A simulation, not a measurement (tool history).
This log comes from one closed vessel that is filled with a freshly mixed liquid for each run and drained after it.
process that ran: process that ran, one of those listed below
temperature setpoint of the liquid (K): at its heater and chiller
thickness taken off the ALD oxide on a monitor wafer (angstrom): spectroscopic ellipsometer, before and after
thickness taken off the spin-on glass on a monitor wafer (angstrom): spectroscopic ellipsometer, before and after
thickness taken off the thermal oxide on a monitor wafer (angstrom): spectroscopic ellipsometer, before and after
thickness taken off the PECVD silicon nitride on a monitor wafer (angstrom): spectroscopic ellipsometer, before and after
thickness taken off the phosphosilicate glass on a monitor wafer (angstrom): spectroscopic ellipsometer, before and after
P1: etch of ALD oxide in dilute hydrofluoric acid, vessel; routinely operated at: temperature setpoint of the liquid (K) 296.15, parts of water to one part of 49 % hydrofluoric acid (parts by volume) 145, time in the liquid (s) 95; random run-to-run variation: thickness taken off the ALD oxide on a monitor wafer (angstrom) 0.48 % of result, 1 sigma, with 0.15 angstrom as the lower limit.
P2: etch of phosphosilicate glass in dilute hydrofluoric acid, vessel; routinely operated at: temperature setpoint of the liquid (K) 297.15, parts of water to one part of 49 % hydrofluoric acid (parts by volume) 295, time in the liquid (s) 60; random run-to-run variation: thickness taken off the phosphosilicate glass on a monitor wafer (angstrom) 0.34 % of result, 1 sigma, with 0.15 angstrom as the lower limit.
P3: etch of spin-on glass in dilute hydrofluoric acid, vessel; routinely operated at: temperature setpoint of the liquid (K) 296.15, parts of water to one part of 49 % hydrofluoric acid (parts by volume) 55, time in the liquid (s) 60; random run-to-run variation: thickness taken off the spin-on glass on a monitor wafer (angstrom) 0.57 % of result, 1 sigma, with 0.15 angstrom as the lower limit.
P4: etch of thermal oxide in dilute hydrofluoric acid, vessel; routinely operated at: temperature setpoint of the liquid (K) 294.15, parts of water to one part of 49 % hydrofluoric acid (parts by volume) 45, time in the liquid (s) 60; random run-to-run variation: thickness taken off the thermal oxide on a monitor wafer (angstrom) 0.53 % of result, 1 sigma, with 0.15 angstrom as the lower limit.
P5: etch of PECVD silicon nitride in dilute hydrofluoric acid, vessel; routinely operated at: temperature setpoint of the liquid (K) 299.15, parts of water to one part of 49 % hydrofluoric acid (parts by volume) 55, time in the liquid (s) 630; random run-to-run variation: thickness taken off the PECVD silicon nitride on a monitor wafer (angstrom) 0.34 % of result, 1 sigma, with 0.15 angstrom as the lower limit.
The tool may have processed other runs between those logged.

run	hour	process that ran	temperature setpoint of the liquid (K)	parts of water to one part of 49 % hydrofluoric acid (parts by volume)	time in the liquid (s)	thickness taken off the ALD oxide on a monitor wafer (angstrom)	thickness taken off the spin-on glass on a monitor wafer (angstrom)	thickness taken off the thermal oxide on a monitor wafer (angstrom)	thickness taken off the PECVD silicon nitride on a monitor wafer (angstrom)	thickness taken off the phosphosilicate glass on a monitor wafer (angstrom)
1	4.4	P1	296.15	145	95	63.915				
2	10.7	P1	304.15	145	95	86.257				
3	17.9	P1	296.15	250	95	32.921				
4	22.9	P3	301.15	55	60		503.45			
5	28.4	P4	294.15	70	60			38.644		
6	36.1	P5	299.15	30	630				428.98	
7	42.8	P1	296.15	145	95	64.404				
8	50.4	P1	290.15	145	95	50.351				
9	58.4	P4	294.15	45	105			107.41		
10	66	P1	303.65	145	175	154.54				
11	74.2	P1	296.15	145	95	63.453				
12	80.4	P1	296.15	145	165	111.1				
13	84.7	P2	305.15	295	60					237.06
14	90.9	P3	296.15	55	115		783.96			
15	94.5	P4	294.15	45	60			62.344		
16	100.2	P5	303.65	55	630				318.28	
17	104.2	P5	299.15	55	985				369.5	
18	110.1	P1	296.15	55	95	186.72				
19	115.5	P1	296.15	145	95	64.262				
20	119.3	P2	297.15	295	100					303.82
21	124.8	P3	296.15	55	60		405.87			
22	131.6	P2	297.15	295	60					182.49
23	137.5	P4	294.15	45	60			62.685		
24	144.6	P3	296.15	95	60		224.49			
25	152.7	P5	299.15	55	630				237.58	
26	161	P2	297.15	85	60					798.81
27	167.2	P4	290.15	45	60			51.547		
28	174.7	P3	296.15	55	60		405.9			
29	180.5	P1	296.15	145	30	20.286				
30	187	P1	296.15	145	95	63.512				
31	195	P1	296.15	145	95	65.069				
32	200.3	P1	296.15	145	95	66.703				
33	208.3	P1	296.15	145	95	67.778				
34	216.5	P1	296.15	145	95	68.213				
35	224.8	P1	296.15	145	95	68.474				
36	232.2	P1	296.15	145	95	68.592				
37	238.6	P1	296.15	145	95	68.468				
38	246.1	P1	296.15	145	95	68.761				
39	251.5	P1	296.15	145	95	68.752				

Compared with where it was, what P1 gives has crept away. Each cause listed below fits the log as well as the rest, at the size given for it:
A: liquid hotter than its thermometer reads (K) = 1.99
B: hydrofluoric acid flow above the setpoint (%) = 6.79
The drift started at roughly hour 187.

Question marks stand in for the results of the 4 check runs listed below, each run on one wafer. Under which run would the listed causes show clearly different results?
check 1	256.9	P5	299.15	55	960				?	
check 2	256.9	P2	297.15	175	60					?
check 3	256.9	P4	290.65	60	60			?		
check 4	256.9	P3	296.15	95	115		?			

Predicted outcomes, by check and by cause:
check	result	if A	if B
check 1	thickness taken off the PECVD silicon nitride on a monitor wafer (angstrom)	413.14	386.66
check 2	thickness taken off the phosphosilicate glass on a monitor wafer (angstrom)	374.74	376.29
check 3	thickness taken off the thermal oxide on a monitor wafer (angstrom)	42.787	42.146
check 4	thickness taken off the spin-on glass on a monitor wafer (angstrom)	466.48	463.64
Minimum pairwise separation of causes per check, each pair taken at its best-separating result: check 1 6.62 %; check 2 0.41 %; check 3 1.51 %; check 4 0.61 %
Check 1 is the one run that separates the causes; every other check would come out nearly the same whichever cause is at work.

Check 1 has now been run. It gave: thickness taken off the PECVD silicon nitride on a monitor wafer (angstrom) 414.04. Which of the candidate causes is it?

A is the cause: liquid hotter than its thermometer reads (K).
